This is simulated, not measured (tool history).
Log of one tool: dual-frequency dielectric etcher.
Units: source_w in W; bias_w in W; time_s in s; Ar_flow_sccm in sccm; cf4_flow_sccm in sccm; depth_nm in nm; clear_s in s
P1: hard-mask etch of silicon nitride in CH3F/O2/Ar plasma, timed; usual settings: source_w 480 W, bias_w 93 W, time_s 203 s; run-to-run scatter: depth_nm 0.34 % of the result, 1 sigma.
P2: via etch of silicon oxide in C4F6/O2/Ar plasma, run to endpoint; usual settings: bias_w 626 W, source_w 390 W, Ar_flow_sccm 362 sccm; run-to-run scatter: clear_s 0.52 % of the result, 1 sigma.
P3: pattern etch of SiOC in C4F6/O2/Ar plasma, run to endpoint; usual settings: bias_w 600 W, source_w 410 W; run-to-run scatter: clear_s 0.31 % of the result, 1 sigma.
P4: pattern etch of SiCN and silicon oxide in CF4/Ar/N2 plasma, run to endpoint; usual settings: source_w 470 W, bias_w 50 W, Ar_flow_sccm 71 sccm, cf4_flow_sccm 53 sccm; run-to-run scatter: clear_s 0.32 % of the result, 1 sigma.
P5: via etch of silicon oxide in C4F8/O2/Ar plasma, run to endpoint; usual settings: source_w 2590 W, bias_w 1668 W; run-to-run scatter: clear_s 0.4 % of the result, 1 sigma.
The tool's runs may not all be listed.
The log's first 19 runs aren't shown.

run,hour,process,source_w,bias_w,time_s,Ar_flow_sccm,cf4_flow_sccm,depth_nm,clear_s
20,86.7,P1,480,93,203,,,166.78,
21,92.3,P1,480,93,111.5,,,91.226,
22,95.5,P4,470,50,,71,36,,21.786
23,101.3,P4,470,41,,71,53,,21.592
24,107.2,P5,2590,2287,,,,,236.47
25,112,P1,480,93,203,,,166.38,
26,118,P1,480,113,203,,,178.52,
27,121.5,P2,390,626,,362,,,37.577
28,124.7,P5,3370,1668,,,,,232.76
29,127.5,P2,390,626,,498,,,39.564
30,130.9,P5,2590,1668,,,,,260.66
31,134.5,P3,250,600,,,,,15.133
32,139.4,P1,480,93,203,,,165.95,
33,143.9,P1,480,93,203,,,165.53,
34,149.4,P1,480,93,203,,,164.53,
35,153.7,P1,480,93,203,,,163.97,
36,158.4,P1,480,93,203,,,163.51,
37,162.1,P1,480,93,203,,,163.72,

Forecast run 38:
# hour 162.6: wet clean of the chamber
38,167.4,P1,480,93,203,,,?,

{"run 38": {"depth_nm": 164.02}}
